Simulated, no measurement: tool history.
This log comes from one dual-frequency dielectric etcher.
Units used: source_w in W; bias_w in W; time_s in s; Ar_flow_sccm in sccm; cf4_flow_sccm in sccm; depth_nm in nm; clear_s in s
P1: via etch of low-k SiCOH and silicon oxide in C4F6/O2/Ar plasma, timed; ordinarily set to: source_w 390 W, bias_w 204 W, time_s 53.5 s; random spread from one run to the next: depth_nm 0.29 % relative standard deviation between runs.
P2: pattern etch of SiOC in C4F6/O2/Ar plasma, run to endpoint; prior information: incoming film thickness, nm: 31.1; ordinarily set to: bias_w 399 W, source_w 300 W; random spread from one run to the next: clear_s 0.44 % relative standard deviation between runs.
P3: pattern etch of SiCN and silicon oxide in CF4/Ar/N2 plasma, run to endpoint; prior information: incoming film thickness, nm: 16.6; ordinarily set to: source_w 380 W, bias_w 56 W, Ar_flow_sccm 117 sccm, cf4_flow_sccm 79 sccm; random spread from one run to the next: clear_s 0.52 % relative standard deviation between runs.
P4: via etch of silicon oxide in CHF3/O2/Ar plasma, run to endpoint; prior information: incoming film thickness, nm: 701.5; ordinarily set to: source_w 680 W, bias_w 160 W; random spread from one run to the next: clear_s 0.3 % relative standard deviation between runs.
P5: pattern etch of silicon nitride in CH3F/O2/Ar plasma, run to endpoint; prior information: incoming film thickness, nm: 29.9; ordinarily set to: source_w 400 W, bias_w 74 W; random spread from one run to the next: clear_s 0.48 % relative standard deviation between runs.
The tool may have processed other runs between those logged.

run	hour	process	source_w	bias_w	time_s	Ar_flow_sccm	cf4_flow_sccm	depth_nm	clear_s
1	11.2	P1	390	204	53.5			131.950	
2	22.4	P3	540	56		117	79		18.656
3	32.2	P5	400	55					45.772
4	45.7	P5	480	74					38.864
5	54.6	P1	390	204	53.5			132.580	
6	66.9	P3	380	37		117	79		28.658
7	77.2	P4	450	160					401.060
8	90.4	P1	390	204	53.5			133.000	
9	107.6	P2	390	399					11.574
10	120.4	P3	380	56		117	79		25.446
11	130.1	P1	390	204	39.5			97.442	
12	144.8	P1	390	148	53.5			119.610	
13	161.4	P2	300	399					12.621
14	179.8	P1	390	287	53.5			148.380	
15	191.4	P3	380	56		117	79		25.367
16	204.8	P4	680	160					342.430
17	213.8	P1	390	150	73.5			164.740	
18	223.1	P1	390	204	53.5			131.910	
19	235.5	P1	390	204	53.5			132.050	
20	251.4	P4	680	97					397.130
# hour 262.0: source power generator calibrated
21	267.3	P3	380	56		148	79		26.768
22	277.7	P5	400	74					41.777
23	288.8	P1	510	204	53.5			147.680	
24	303.9	P3	380	56		117	53		27.326
25	321.3	P1	390	204	72.5			178.750	
26	336.2	P2	300	542					11.316
27	344.9	P1	320	204	53.5			122.900	
28	355.7	P2	300	399					12.676
29	364.5	P5	400	74					42.050
30	379.8	P1	390	204	53.5			132.650	
31	390.1	P1	390	204	53.5			131.770	
32	403.2	P1	390	204	53.5			131.190	
33	414.7	P1	390	204	53.5			131.090	
34	429.3	P1	390	204	53.5			130.710	
35	444.8	P1	390	204	53.5			130.040	
36	463.6	P1	390	204	53.5			130.550	
37	482.2	P1	390	204	53.5			130.180	
# hour 483.9: wet clean of the chamber
38	493.3	P1	390	204	53.5			130.390	
39	506.8	P1	390	204	53.5			131.040	
40	518.6	P1	390	204	53.5			129.970	

P1 has crept away from where it was. The log is fitted equally well by each of these 2 causes, at the sizes shown:
A: bias power that arrives under what is set, % = 4.76
B: source power that arrives under what is set, % = 4
At approximately hour 379.8, the process output began to creep.
Why every other cause is out:
chamber walls in a state that lowers the etch rate, %: serviced at hour 483.9, which brought nothing back

The list below offers 4 check runs, each averaging the results of 5 wafers, and shows each result as a question mark. For which of them would the listed causes give clearly different results?
check 1	530.4	P2	300	399					?
check 2	530.4	P4	680	160					?
check 3	530.4	P5	400	74					?
check 4	530.4	P3	380	56		117	79		?

Expected result of each check under each candidate cause:
check	result	if A	if B
check 1	clear_s	12.890	12.855
check 2	clear_s	347.300	347.300
check 3	clear_s	42.401	42.347
check 4	clear_s	25.863	26.397
Smallest distance between any two causes, each pair judged by its most separating result, in per cent: check 1 0.27 %; check 2 0 %; check 3 0.13 %; check 4 2.04 %
The other checks would show nearly matching results whichever cause is true, so check 4 is the only one that separates the causes.

Check 4 was then run and gave: clear_s 26.499 s. Which cause is it?

Of the candidate causes, it is B: source power that arrives under what is set, %.

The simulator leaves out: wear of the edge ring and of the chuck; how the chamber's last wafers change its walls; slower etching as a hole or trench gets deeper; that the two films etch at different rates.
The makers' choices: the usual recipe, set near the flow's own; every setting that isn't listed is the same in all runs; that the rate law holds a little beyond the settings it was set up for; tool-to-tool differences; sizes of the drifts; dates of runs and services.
